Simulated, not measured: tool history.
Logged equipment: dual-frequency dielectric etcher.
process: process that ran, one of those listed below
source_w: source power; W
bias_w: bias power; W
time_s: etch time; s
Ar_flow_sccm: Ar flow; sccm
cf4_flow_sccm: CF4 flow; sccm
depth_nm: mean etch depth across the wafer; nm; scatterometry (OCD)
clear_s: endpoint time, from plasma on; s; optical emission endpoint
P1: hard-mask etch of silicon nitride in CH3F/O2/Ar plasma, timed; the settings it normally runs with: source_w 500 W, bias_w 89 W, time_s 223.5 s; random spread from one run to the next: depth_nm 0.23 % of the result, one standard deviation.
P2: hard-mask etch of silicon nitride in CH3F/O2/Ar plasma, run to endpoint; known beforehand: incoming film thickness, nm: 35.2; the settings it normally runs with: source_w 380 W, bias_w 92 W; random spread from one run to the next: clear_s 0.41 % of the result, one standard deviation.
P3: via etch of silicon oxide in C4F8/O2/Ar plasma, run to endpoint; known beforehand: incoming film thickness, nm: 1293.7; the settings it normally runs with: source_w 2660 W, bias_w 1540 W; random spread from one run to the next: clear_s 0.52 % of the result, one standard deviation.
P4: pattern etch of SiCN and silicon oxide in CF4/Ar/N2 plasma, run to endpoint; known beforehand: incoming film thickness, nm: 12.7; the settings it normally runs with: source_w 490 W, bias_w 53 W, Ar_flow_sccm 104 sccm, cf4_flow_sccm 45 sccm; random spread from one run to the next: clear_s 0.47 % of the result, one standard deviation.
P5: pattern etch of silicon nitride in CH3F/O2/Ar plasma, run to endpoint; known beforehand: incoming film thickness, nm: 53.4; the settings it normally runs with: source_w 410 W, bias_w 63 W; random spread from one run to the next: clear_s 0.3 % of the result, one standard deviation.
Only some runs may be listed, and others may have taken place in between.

run   hour  process  source_w  bias_w  time_s  Ar_flow_sccm  cf4_flow_sccm  hours since the last wet clean  hours since the last source power generator calibration  hours since the last bias power generator calibration  depth_nm  clear_s
  1    3.7       P1       500      89   223.5                                                         52.9                                                   1124.1                                                 2808.7    180.99
  2      8       P1       500      89   173.5                                                         57.2                                                   1128.4                                                   2813    141.23
  3   13.1       P1       500      89   223.5                                                         62.3                                                   1133.5                                                 2818.1     181.7
  4   20.7       P1       500      89   223.5                                                         69.9                                                   1141.1                                                 2825.7     181.3
  5   28.9       P1       680      89     285                                                         78.1                                                   1149.3                                                 2833.9    258.22
  6   36.8       P4       490      53                   104             36                              86                                                   1157.2                                                 2841.8             17.089
  7   43.4       P2       380      62                                                                 92.6                                                   1163.8                                                 2848.4               55.3
  8   48.6       P1       630      89   223.5                                                         97.8                                                     1169                                                 2853.6    198.08
  9   55.8       P3      2660    1540                                                                  105                                                   1176.2                                                 2860.8             241.27
 10   60.6       P1       500      89   223.5                                                        109.8                                                     1181                                                 2865.6    181.52
 11   67.7       P4       320      53                   104             45                           116.9                                                   1188.1                                                 2872.7             23.756
 12   71.5       P2       500      92                                                                120.7                                                   1191.9                                                 2876.5              43.83
 13   76.8       P5       410      63                                                                  126                                                   1197.2                                                 2881.8             81.017
 14   84.4       P1       500      89   223.5                                                        133.6                                                   1204.8                                                 2889.4    181.01
 15   92.8       P1       500      73   223.5                                                          142                                                   1213.2                                                 2897.8     169.6
 16  100.4       P4       490      39                   104             45                           149.6                                                   1220.8                                                 2905.4             17.994
 17  108.8       P3      2660    1822                                                                  158                                                   1229.2                                                 2913.8             227.28
 18    116       P3      1700    1540                                                                165.2                                                   1236.4                                                   2921             288.25
 19  121.2       P2       380      92                                                                170.4                                                   1241.6                                                 2926.2             48.398
 20  125.4       P4       490      53                   139             45                           174.6                                                   1245.8                                                 2930.4             17.357
 21  131.6       P4       490      53                   104             45                           180.8                                                     1252                                                 2936.6             16.295
 22  136.4       P1       390     111   223.5                                                        185.6                                                   1256.8                                                 2941.4    179.04
 23  144.5       P1       500     105   289.5                                                        193.7                                                   1264.9                                                 2949.5    249.16
 24  149.7       P1       500      89     286                                                        198.9                                                   1270.1                                                 2954.7    232.12
 25  154.7       P1       310      89   223.5                                                        203.9                                                   1275.1                                                 2959.7     151.3
 26  163.2       P1       500      89   223.5                                                        212.4                                                   1283.6                                                 2968.2    180.45
 27  171.3       P2       380      92                                                                220.5                                                   1291.7                                                 2976.3             48.407
 28  176.8       P1       500     120   223.5                                                          226                                                   1297.2                                                 2981.8    201.13
 29  182.2       P5       520      63                                                                231.4                                                   1302.6                                                 2987.2             74.117
 30  186.8       P3      2660    1540                                                                  236                                                   1307.2                                                 2991.8              240.3
 31  192.9       P5       410      78                                                                242.1                                                   1313.3                                                 2997.9             75.386
 32  201.3       P1       500      89   223.5                                                        250.5                                                   1321.7                                                 3006.3    181.17
 33  207.8       P1       500      89   223.5                                                          257                                                   1328.2                                                 3012.8    180.08
 34  213.2       P1       500      89   223.5                                                        262.4                                                   1333.6                                                 3018.2    179.13
 35  219.6       P1       500      89   223.5                                                        268.8                                                     1340                                                 3024.6    178.76
 36  226.7       P1       500      89   223.5                                                        275.9                                                   1347.1                                                 3031.7    178.33
     229.4  -- wet clean of the chamber
 37  233.8       P1       500      89   223.5                                                          4.4                                                   1354.2                                                 3038.8    178.83
 38  239.5       P1       500      89   223.5                                                         10.1                                                   1359.9                                                 3044.5    178.52

Compared with where it was, what P1 gives has crept away. Each cause listed below fits the log as well as the rest, at the size given for it:
A: bias power that arrives under what is set, % = 4.37
B: source power that arrives under what is set, % = 4.1
Creep in the process output first set in at about hour 201.3.
Why every other cause is out:
chamber walls in a state that lowers the etch rate, %: serviced after onset, at hour 229.4, with no recovery of the prior output

Which of the check runs below tells the causes apart, meaning the causes would give it clearly different results? Each run uses 3 wafers whose results are averaged, and each result is shown as a question mark.
check 1  245.2       P3      2660    1540                                                                                                                                                                                                       ?
check 2  245.2       P4       490      53                   104             45                                                                                                                                                                  ?
check 3  245.2       P5       410      63                                                                                                                                                                                                       ?
check 4  245.2       P2       380      92                                                                                                                                                                                                       ?

How each check would come out, cause by cause:
  check   result    if A    if B
check 1  clear_s  242.77  244.08
check 2  clear_s  16.579  16.944
check 3  clear_s  82.321  82.428
check 4  clear_s   49.29  49.266
How far apart the two closest causes lie, in the result that separates them most: check 1 0.54 %; check 2 2.18 %; check 3 0.13 %; check 4 0.05 %
Check 2 distinguishes between the causes, while the remaining checks would return nearly the same result for all of them.

After running check 2, the following was obtained: clear_s 16.921 s. Which cause does this point to?

It was cause B: source power that arrives under what is set, %.
